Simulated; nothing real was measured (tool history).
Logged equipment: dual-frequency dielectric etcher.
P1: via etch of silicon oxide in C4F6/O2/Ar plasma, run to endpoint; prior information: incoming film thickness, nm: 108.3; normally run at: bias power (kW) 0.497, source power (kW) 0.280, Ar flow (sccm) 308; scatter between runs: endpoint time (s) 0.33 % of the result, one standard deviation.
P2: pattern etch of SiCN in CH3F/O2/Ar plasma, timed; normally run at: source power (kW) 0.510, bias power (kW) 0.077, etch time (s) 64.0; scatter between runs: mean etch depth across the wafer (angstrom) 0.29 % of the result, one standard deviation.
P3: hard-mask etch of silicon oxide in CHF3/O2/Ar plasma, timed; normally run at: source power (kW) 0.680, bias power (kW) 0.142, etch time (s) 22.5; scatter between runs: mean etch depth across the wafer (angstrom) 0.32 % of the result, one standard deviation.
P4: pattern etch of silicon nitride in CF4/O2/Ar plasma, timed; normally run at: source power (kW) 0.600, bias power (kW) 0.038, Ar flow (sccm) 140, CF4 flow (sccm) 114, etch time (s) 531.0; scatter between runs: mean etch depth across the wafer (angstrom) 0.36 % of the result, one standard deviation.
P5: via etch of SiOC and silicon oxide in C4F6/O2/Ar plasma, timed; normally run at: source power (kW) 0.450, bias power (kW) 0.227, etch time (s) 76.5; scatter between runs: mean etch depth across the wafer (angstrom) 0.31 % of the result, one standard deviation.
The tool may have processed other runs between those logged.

run	hour	process that ran	bias power (kW)	source power (kW)	Ar flow (sccm)	etch time (s)	CF4 flow (sccm)	endpoint time (s)	mean etch depth across the wafer (angstrom)
1	6.1	P1	0.497	0.280	308			27.148	
2	10.3	P2	0.095	0.510		64.0			289.92
3	14.4	P5	0.227	0.450		95.5			1198.60
4	19.6	P4	0.038	0.600	140	531.0	87		9752.80
5	27.4	P2	0.077	0.510		64.0			269.02
6	34.3	P5	0.227	0.450		76.5			964.22
7	40.4	P1	0.497	0.280	241			26.413	
8	45.4	P1	0.297	0.280	308			32.700	
9	52.5	P1	0.497	0.200	308			30.653	
10	59.8	P1	0.614	0.280	308			25.032	
11	65.1	P3	0.142	0.400		22.5			348.35
12	73.2	P1	0.614	0.330	308			23.575	
13	79.6	P2	0.077	0.360		64.0			237.26
14	86.0	P1	0.497	0.340	308			25.407	
15	91.6	P1	0.497	0.280	308			27.120	
# hour 98.1: bias power generator calibrated
16	98.9	P2	0.077	0.510		93.5			394.58
17	103.6	P3	0.142	0.680		22.5			424.02
18	111.3	P4	0.046	0.600	140	531.0	114		10968.00
19	118.0	P5	0.227	0.300		76.5			819.10
20	126.0	P1	0.497	0.280	308			27.191	
21	134.1	P3	0.142	0.680		12.5			236.34
22	140.8	P4	0.038	0.600	190	531.0	114		9655.20
23	145.6	P3	0.095	0.680		22.5			379.18
24	152.7	P4	0.038	0.600	140	340.0	114		6544.60
25	160.9	P1	0.497	0.280	308			27.309	
26	165.8	P5	0.133	0.450		76.5			812.13
27	173.1	P2	0.077	0.510		64.0			268.93
28	181.5	P1	0.497	0.280	400			27.956	
29	190.3	P4	0.038	0.600	140	531.0	114		10244.00
30	199.3	P1	0.497	0.280	308			27.227	
31	206.2	P4	0.038	0.480	140	531.0	114		8422.90
32	211.1	P1	0.497	0.190	429			32.417	
33	217.0	P1	0.497	0.280	308			27.190	
34	223.8	P1	0.497	0.280	308			27.207	
35	228.8	P1	0.497	0.280	308			27.407	
36	235.1	P1	0.497	0.280	308			27.415	
37	242.1	P1	0.497	0.280	308			27.400	
38	248.8	P1	0.497	0.280	308			27.460	
# hour 251.4: Ar flow controller replaced
39	254.4	P1	0.497	0.280	308			27.596	
40	261.1	P1	0.497	0.280	308			27.559	
# hour 263.0: wet clean of the chamber
41	266.5	P1	0.497	0.280	308			27.650	
42	275.0	P1	0.497	0.280	308			27.676	
43	281.0	P1	0.497	0.280	308			27.631	
44	285.2	P1	0.497	0.280	308			27.664	

Compared with where it was, what P1 gives has crept away. Each cause listed below fits the log as well as the rest, at the size given for it:
A: bias power that arrives under what is set, % = 4.32
B: source power that arrives under what is set, % = 4.46
Creep in the process output first set in at about hour 223.8.
Excluded causes, each with its reason:
chamber walls in a state that lowers the etch rate, %: maintenance at hour 263.0, after the shift began, did not return the process to its former output
Ar flow that arrives over what is set, %: maintenance at hour 251.4, after the shift began, did not return the process to its former output

Consider the 4 check runs below, whose results appear as question marks and each of which averages 2 wafers. Which one distinguishes the causes, in that each cause would give it a clearly different result?
check 1	289.4	P3	0.107	0.470		22.5			?
check 2	289.4	P5	0.139	0.380		76.5			?
check 3	289.4	P2	0.094	0.510		64.0			?
check 4	289.4	P4	0.038	0.600	140	434.5	114		?

Predicted outcomes, by check and by cause:
check	result	if A	if B
check 1	mean etch depth across the wafer (angstrom)	334.18	332.67
check 2	mean etch depth across the wafer (angstrom)	758.59	755.18
check 3	mean etch depth across the wafer (angstrom)	285.75	285.52
check 4	mean etch depth across the wafer (angstrom)	8204.10	8007.00
Smallest distance between any two causes, each pair judged by its most separating result, in per cent: check 1 0.45 %; check 2 0.45 %; check 3 0.08 %; check 4 2.43 %
Check 4 distinguishes between the causes, while the remaining checks would return nearly the same result for all of them.

Running check 4 produced the following: mean etch depth across the wafer (angstrom) 7995.80. Which one of the listed causes fits?

It is B: source power that arrives under what is set, %.
